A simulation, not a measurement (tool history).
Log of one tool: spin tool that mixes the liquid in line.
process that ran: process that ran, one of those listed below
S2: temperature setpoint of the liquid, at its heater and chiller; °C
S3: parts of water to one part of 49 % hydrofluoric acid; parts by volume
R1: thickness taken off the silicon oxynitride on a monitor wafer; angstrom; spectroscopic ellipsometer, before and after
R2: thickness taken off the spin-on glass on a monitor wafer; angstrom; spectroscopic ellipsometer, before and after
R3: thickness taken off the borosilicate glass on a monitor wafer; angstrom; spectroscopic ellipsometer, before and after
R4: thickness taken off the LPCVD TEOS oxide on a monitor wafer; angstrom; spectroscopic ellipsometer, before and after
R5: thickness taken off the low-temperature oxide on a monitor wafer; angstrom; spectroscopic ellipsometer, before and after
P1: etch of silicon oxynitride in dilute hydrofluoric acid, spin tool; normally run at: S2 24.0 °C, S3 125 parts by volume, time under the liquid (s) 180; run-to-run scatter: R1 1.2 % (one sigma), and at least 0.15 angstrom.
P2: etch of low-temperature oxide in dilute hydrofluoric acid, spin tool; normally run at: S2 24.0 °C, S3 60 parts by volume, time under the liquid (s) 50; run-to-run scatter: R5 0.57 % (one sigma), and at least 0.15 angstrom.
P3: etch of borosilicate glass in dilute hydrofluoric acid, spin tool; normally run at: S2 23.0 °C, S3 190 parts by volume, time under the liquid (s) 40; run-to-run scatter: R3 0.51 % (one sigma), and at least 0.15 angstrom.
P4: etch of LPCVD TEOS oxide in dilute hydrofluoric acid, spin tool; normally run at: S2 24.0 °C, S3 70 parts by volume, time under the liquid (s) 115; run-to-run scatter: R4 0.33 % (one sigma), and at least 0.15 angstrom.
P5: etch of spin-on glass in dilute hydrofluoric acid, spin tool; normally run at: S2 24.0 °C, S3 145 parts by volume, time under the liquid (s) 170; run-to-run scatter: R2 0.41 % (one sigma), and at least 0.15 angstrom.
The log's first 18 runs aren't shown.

{"run": 19, "hour": 214.1, "process that ran": "P1", "S2": 18.0, "S3": 125, "time under the liquid (s)": 180, "R1": 15.489}
{"run": 20, "hour": 225.7, "process that ran": "P3", "S2": 23.0, "S3": 335, "time under the liquid (s)": 40, "R3": 43.103}
{"run": 21, "hour": 240.1, "process that ran": "P1", "S2": 24.0, "S3": 125, "time under the liquid (s)": 320, "R1": 36.54}
{"run": 22, "hour": 249.8, "process that ran": "P4", "S2": 24.0, "S3": 70, "time under the liquid (s)": 115, "R4": 483.18}
{"run": 23, "hour": 263.2, "process that ran": "P4", "S2": 24.0, "S3": 115, "time under the liquid (s)": 115, "R4": 280.95}
{"run": 24, "hour": 276.3, "process that ran": "P1", "S2": 24.0, "S3": 205, "time under the liquid (s)": 180, "R1": 11.902}
{"run": 25, "hour": 286.9, "process that ran": "P3", "S2": 17.0, "S3": 190, "time under the liquid (s)": 40, "R3": 69.035}
{"run": 26, "hour": 299.6, "process that ran": "P1", "S2": 24.0, "S3": 125, "time under the liquid (s)": 180, "R1": 20.489}
{"run": 27, "hour": 312.3, "process that ran": "P2", "S2": 17.0, "S3": 60, "time under the liquid (s)": 50, "R5": 120.48}
{"run": 28, "hour": 321.0, "process that ran": "P1", "S2": 24.0, "S3": 125, "time under the liquid (s)": 180, "R1": 20.543}
{"run": 29, "hour": 332.4, "process that ran": "P1", "S2": 24.0, "S3": 125, "time under the liquid (s)": 180, "R1": 20.707}
{"run": 30, "hour": 345.3, "process that ran": "P2", "S2": 24.0, "S3": 60, "time under the liquid (s)": 95, "R5": 310.01}
{"run": 31, "hour": 353.4, "process that ran": "P1", "S2": 24.0, "S3": 125, "time under the liquid (s)": 180, "R1": 20.572}
{"run": 32, "hour": 367.8, "process that ran": "P1", "S2": 24.0, "S3": 125, "time under the liquid (s)": 180, "R1": 20.253}
{"run": 33, "hour": 381.6, "process that ran": "P1", "S2": 24.0, "S3": 125, "time under the liquid (s)": 180, "R1": 19.121}
{"run": 34, "hour": 395.4, "process that ran": "P1", "S2": 24.0, "S3": 125, "time under the liquid (s)": 180, "R1": 18.97}
{"run": 35, "hour": 405.5, "process that ran": "P1", "S2": 24.0, "S3": 125, "time under the liquid (s)": 180, "R1": 18.993}
{"run": 36, "hour": 412.6, "process that ran": "P1", "S2": 24.0, "S3": 125, "time under the liquid (s)": 180, "R1": 18.414}
{"run": 37, "hour": 419.3, "process that ran": "P1", "S2": 24.0, "S3": 125, "time under the liquid (s)": 180, "R1": 19.085}

Run 38 comes next. What will it give?
{"run": 38, "hour": 428.7, "process that ran": "P1", "S2": 24.0, "S3": 125, "time under the liquid (s)": 180, "R1": "?"}

R1: 18.2490 angstrom
